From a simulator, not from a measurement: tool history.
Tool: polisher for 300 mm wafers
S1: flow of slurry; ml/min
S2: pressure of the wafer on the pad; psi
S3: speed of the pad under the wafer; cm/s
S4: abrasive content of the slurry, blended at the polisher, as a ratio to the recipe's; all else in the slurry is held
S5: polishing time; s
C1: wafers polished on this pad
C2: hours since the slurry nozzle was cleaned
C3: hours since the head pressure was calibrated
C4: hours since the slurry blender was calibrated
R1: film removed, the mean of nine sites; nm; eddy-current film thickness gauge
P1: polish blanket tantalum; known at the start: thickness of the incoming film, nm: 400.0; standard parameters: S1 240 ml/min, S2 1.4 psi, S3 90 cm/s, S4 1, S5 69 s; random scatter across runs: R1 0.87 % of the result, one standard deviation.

run    day   S1   S2   S3    S4  S5    C1    C2     C3     C4      R1
  1  0.262  240  1.4   90     1  69   591  32.2    510  127.7  82.545
  2  0.446  240  1.4   90     1  47   641  36.6  514.4  132.1  55.988
  3  0.758  240  1.9   90     1  69   725  44.1  521.9  139.6  110.86
  4  1.121  240  0.9   90     1  69   823  52.8  530.6  148.3  52.741
  5  1.321  145  1.4   90     1  69   877  57.6  535.4  153.1  76.477
  6  1.554  240  1.4  124     1  69   940  63.2    541  158.7  113.26
  7  1.838  240  1.4   90     1  69  1016    70  547.8  165.5  81.561
  8  2.179  240  1.4   90     1  69  1108  78.2    556  173.7  81.194
  9  2.508  240  1.4   90     1  96  1197  86.1  563.9  181.6  112.98
 10  2.908  240  1.4   90  1.25  69  1305  95.7  573.5  191.2   86.64
     3.279  -- slurry nozzle cleaned
 11  3.312  240  1.4   90  0.55  69  1414   0.9  583.2  200.9  66.405
 12  3.492  315  1.4   90     1  69  1463   5.2  587.5  205.2  84.686
 13  3.904  240  1.4   50     1  69  1574  15.1  597.4  215.1  46.091
 14  4.208  240  1.4   90     1  69  1656  22.4  604.7  222.4  82.275
 15    4.6  240  0.7  128     1  69  1762  31.8  614.1  231.8  58.337
 16  4.958  240  1.4   90     1  69  1858  40.4  622.7  240.4  80.608
 17  5.204  240  1.4   90     1  69  1925  46.3  628.6  246.3  81.237
 18  5.508  240  1.4   90     1  69  2007  53.6  635.9  253.6  81.579
 19   5.85  240  1.4   90     1  69  2099  61.8  644.1  261.8  77.816
 20   6.25  240  1.4   90     1  69  2207  71.4  653.7  271.4  75.451
     6.488  -- worn pad replaced by a new one
 21   6.65  240  1.4   90     1  69    44    81  663.3    281  72.918
 22  6.938  240  1.4   90     1  69   121  87.9  670.2  287.9  73.295
     6.946  -- slurry nozzle cleaned
 23  7.167  240  1.4   90     1  69   183   5.4  675.7  293.4   73.23
 24  7.446  240  1.4   90     1  69   258  12.1  682.4  300.1  74.143
 25  7.638  240  1.4   90     1  69   310  16.7    687  304.7  72.337

P1 has crept away from where it was. The log is fitted equally well by each of these 2 causes, at the sizes shown:
A: abrasive missing from the slurry, % = 30.2
B: head's pressure below its setpoint, % = 11
Creep in the process output first set in at about day 5.508.
Each remaining cause and why it is not a fit:
removal rate lost through wear of the pad, %: serviced at day 6.488, after the change had begun; the process did not return to its earlier output
slurry flow missing at the pad, %: serviced at day 6.946, after the change had begun; the process did not return to its earlier output

Which of the 4 check runs listed below, each an average over 5 wafers with its results shown as question marks, gives clearly different results under the different listed causes?
check 1  7.829  240  1.4  90  0.7  69                   ?
check 2  7.829  145  1.1  90    1  69                   ?
check 3  7.829  240  1.7  90    1  69                   ?
check 4  7.829  240    1  90    1  69                   ?

Outcome of each check run for each possible cause:
  check  result    if A    if B
check 1      R1  62.895  64.784
check 2      R1  53.214  53.215
check 3      R1  88.297  88.298
check 4      R1  51.939   51.94
How far apart the two closest causes lie, in the result that separates them most: check 1 2.96 %; check 2 0 %; check 3 0 %; check 4 0 %
Check 1 tells the causes apart: in the others they would give nearly the same result.

Then check 1 was run and gave: R1 62.996 nm. Which cause is it?

A is the cause: abrasive missing from the slurry, %.
